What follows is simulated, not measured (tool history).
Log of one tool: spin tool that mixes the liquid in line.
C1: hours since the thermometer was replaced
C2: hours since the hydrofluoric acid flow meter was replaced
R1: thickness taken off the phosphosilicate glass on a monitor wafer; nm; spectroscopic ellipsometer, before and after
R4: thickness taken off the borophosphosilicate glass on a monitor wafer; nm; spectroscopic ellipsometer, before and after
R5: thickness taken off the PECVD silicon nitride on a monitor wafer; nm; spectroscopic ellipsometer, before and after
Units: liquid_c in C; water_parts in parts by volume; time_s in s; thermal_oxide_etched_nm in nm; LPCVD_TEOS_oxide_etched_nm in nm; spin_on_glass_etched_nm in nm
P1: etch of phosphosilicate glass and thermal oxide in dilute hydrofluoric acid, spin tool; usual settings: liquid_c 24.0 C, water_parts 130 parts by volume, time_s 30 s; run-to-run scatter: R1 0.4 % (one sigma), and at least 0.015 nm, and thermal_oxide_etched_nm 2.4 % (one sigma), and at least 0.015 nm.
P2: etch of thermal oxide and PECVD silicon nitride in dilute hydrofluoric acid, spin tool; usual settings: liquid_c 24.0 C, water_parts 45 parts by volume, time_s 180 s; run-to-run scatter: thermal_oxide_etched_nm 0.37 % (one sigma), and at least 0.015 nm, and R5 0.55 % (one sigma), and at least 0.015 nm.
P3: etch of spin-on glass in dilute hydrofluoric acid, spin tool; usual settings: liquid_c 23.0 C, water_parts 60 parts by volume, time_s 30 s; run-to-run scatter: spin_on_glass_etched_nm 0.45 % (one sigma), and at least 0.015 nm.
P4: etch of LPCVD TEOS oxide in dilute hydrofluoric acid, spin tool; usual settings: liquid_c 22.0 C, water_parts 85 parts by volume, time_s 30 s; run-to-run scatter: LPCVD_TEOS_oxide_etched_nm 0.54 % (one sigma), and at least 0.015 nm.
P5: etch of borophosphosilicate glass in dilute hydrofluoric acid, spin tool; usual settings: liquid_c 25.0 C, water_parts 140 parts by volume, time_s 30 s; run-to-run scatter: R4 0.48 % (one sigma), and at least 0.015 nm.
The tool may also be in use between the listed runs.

run 1 hour=5.1 | process=P1 liquid_c=24.0 water_parts=130 time_s=30 | C1=1541.6 C2=1258.6 | R1=15.7930 thermal_oxide_etched_nm=1.11870
run 2 hour=11.1 | process=P4 liquid_c=28.0 water_parts=85 time_s=30 | C1=1547.6 C2=1264.6 | LPCVD_TEOS_oxide_etched_nm=9.5637
run 3 hour=18.0 | process=P5 liquid_c=25.0 water_parts=140 time_s=30 | C1=1554.5 C2=1271.5 | R4=18.146
run 4 hour=22.5 | process=P2 liquid_c=24.0 water_parts=45 time_s=180 | C1=1559.0 C2=1276.0 | thermal_oxide_etched_nm=20.97500 R5=8.6363
run 5 hour=28.8 | process=P1 liquid_c=24.0 water_parts=130 time_s=30 | C1=1565.3 C2=1282.3 | R1=15.7130 thermal_oxide_etched_nm=1.08430
run 6 hour=35.9 | process=P3 liquid_c=23.0 water_parts=60 time_s=30 | C1=1572.4 C2=1289.4 | spin_on_glass_etched_nm=19.621
run 7 hour=43.3 | process=P1 liquid_c=24.0 water_parts=130 time_s=30 | C1=1579.8 C2=1296.8 | R1=15.8130 thermal_oxide_etched_nm=1.05750
run 8 hour=50.6 | process=P1 liquid_c=24.0 water_parts=215 time_s=30 | C1=1587.1 C2=1304.1 | R1=8.6235 thermal_oxide_etched_nm=0.64716
run 9 hour=59.8 | process=P2 liquid_c=24.0 water_parts=45 time_s=70 | C1=1596.3 C2=1313.3 | thermal_oxide_etched_nm=8.17780 R5=3.3804
run 10 hour=67.6 | process=P1 liquid_c=20.0 water_parts=130 time_s=30 | C1=1604.1 C2=1321.1 | R1=13.4080 thermal_oxide_etched_nm=0.86337
run 11 hour=72.3 | process=P5 liquid_c=20.5 water_parts=140 time_s=30 | C1=1608.8 C2=1325.8 | R4=15.096
run 12 hour=78.0 | process=P1 liquid_c=24.0 water_parts=130 time_s=30 | C1=1614.5 C2=1331.5 | R1=15.6870 thermal_oxide_etched_nm=1.15600
run 13 hour=82.5 | process=P3 liquid_c=23.0 water_parts=60 time_s=55 | C1=1619.0 C2=1336.0 | spin_on_glass_etched_nm=35.780
run 14 hour=89.8 | process=P1 liquid_c=24.0 water_parts=130 time_s=60 | C1=1626.3 C2=1343.3 | R1=31.5660 thermal_oxide_etched_nm=2.06800
run 15 hour=96.9 | process=P5 liquid_c=25.0 water_parts=140 time_s=30 | C1=1633.4 C2=1350.4 | R4=17.767
run 16 hour=103.7 | process=P3 liquid_c=23.0 water_parts=110 time_s=30 | C1=1640.2 C2=1357.2 | spin_on_glass_etched_nm=10.068
run 17 hour=111.4 | process=P1 liquid_c=30.5 water_parts=130 time_s=30 | C1=1647.9 C2=1364.9 | R1=19.9870 thermal_oxide_etched_nm=1.43340
run 18 hour=116.7 | process=P1 liquid_c=24.0 water_parts=130 time_s=30 | C1=1653.2 C2=1370.2 | R1=15.7480 thermal_oxide_etched_nm=1.11690
run 19 hour=121.4 | process=P5 liquid_c=25.0 water_parts=140 time_s=55 | C1=1657.9 C2=1374.9 | R4=32.639
run 20 hour=130.2 | process=P4 liquid_c=22.0 water_parts=85 time_s=60 | C1=1666.7 C2=1383.7 | LPCVD_TEOS_oxide_etched_nm=15.1860
run 21 hour=137.2 | process=P4 liquid_c=22.0 water_parts=35 time_s=30 | C1=1673.7 C2=1390.7 | LPCVD_TEOS_oxide_etched_nm=19.4290
run 22 hour=146.6 | process=P1 liquid_c=17.5 water_parts=55 time_s=30 | C1=1683.1 C2=1400.1 | R1=31.1870 thermal_oxide_etched_nm=2.12670
run 23 hour=154.5 | process=P2 liquid_c=24.0 water_parts=70 time_s=180 | C1=1691.0 C2=1408.0 | thermal_oxide_etched_nm=13.03100 R5=5.6089
run 24 hour=159.8 | process=P1 liquid_c=24.0 water_parts=25 time_s=30 | C1=1696.3 C2=1413.3 | R1=93.4280 thermal_oxide_etched_nm=6.63140
run 25 hour=166.4 | process=P2 liquid_c=24.0 water_parts=45 time_s=180 | C1=1702.9 C2=1419.9 | thermal_oxide_etched_nm=20.93400 R5=8.6847
run 26 hour=173.1 | process=P3 liquid_c=17.0 water_parts=60 time_s=30 | C1=1709.6 C2=1426.6 | spin_on_glass_etched_nm=15.132
run 27 hour=177.8 | process=P2 liquid_c=18.5 water_parts=45 time_s=180 | C1=1714.3 C2=1431.3 | thermal_oxide_etched_nm=16.61200 R5=5.8927
run 28 hour=185.5 | process=P4 liquid_c=22.0 water_parts=85 time_s=30 | C1=1722.0 C2=1439.0 | LPCVD_TEOS_oxide_etched_nm=7.5869
run 29 hour=194.7 | process=P5 liquid_c=25.0 water_parts=65 time_s=30 | C1=1731.2 C2=1448.2 | R4=42.653
run 30 hour=200.8 | process=P1 liquid_c=24.0 water_parts=130 time_s=15 | C1=1737.3 C2=1454.3 | R1=7.8511 thermal_oxide_etched_nm=0.55157
run 31 hour=206.6 | process=P4 liquid_c=22.0 water_parts=85 time_s=30 | C1=1743.1 C2=1460.1 | LPCVD_TEOS_oxide_etched_nm=7.5578
run 32 hour=215.5 | process=P1 liquid_c=24.0 water_parts=130 time_s=30 | C1=1752.0 C2=1469.0 | R1=15.7860 thermal_oxide_etched_nm=1.11160
run 33 hour=222.1 | process=P1 liquid_c=24.0 water_parts=130 time_s=30 | C1=1758.6 C2=1475.6 | R1=15.1700 thermal_oxide_etched_nm=1.02640
run 34 hour=230.6 | process=P1 liquid_c=24.0 water_parts=130 time_s=30 | C1=1767.1 C2=1484.1 | R1=14.8660 thermal_oxide_etched_nm=1.06810
run 35 hour=235.4 | process=P1 liquid_c=24.0 water_parts=130 time_s=30 | C1=1771.9 C2=1488.9 | R1=14.6710 thermal_oxide_etched_nm=1.00070
run 36 hour=242.1 | process=P1 liquid_c=24.0 water_parts=130 time_s=30 | C1=1778.6 C2=1495.6 | R1=14.5560 thermal_oxide_etched_nm=1.03450
run 37 hour=251.5 | process=P1 liquid_c=24.0 water_parts=130 time_s=30 | C1=1788.0 C2=1505.0 | R1=14.4720 thermal_oxide_etched_nm=1.02240
run 38 hour=260.7 | process=P1 liquid_c=24.0 water_parts=130 time_s=30 | C1=1797.2 C2=1514.2 | R1=14.4650 thermal_oxide_etched_nm=0.99557
run 39 hour=267.7 | process=P1 liquid_c=24.0 water_parts=130 time_s=30 | C1=1804.2 C2=1521.2 | R1=14.3680 thermal_oxide_etched_nm=0.97153
run 40 hour=274.4 | process=P1 liquid_c=24.0 water_parts=130 time_s=30 | C1=1810.9 C2=1527.9 | R1=14.3910 thermal_oxide_etched_nm=0.99812

What P1 gives has crept away from where it was. These 2 causes fit the log equally well, each at the size given:
A: liquid colder than its thermometer reads (K) = 2.42
B: hydrofluoric acid flow below the setpoint (%) = 7.84
The creep began at about hour 215.5.

4 check runs are offered, one wafer each, their results left as question marks. Which one tells the causes apart?
run check 1 hour=281.1 | process=P2 liquid_c=24.0 water_parts=70 time_s=180 | thermal_oxide_etched_nm=? R5=?
run check 2 hour=281.1 | process=P3 liquid_c=19.5 water_parts=95 time_s=30 | spin_on_glass_etched_nm=?
run check 3 hour=281.1 | process=P4 liquid_c=27.5 water_parts=50 time_s=30 | LPCVD_TEOS_oxide_etched_nm=?
run check 4 hour=281.1 | process=P5 liquid_c=22.0 water_parts=140 time_s=45 | R4=?

What each check would give under each cause:
check=check_1 result=thermal_oxide_etched_nm if_A=11.77800 if_B=11.89500
check=check_1 result=R5 if_A=4.7604 if_B=5.1718
check=check_2 result=spin_on_glass_etched_nm if_A=9.2514 if_B=9.3507
check=check_3 result=LPCVD_TEOS_oxide_etched_nm if_A=15.2390 if_B=15.3940
check=check_4 result=R4 if_A=21.726 if_B=21.758
How far apart the two closest causes lie, in the result that separates them most: check 1 8.29 %; check 2 1.07 %; check 3 1.01 %; check 4 0.15 %
Only check 1 tells the causes apart: in the others they would give nearly the same result.

Then check 1 was run and gave: thermal_oxide_etched_nm 11.89800 nm; R5 5.1384 nm. Which cause is it?

It is B: hydrofluoric acid flow below the setpoint (%).

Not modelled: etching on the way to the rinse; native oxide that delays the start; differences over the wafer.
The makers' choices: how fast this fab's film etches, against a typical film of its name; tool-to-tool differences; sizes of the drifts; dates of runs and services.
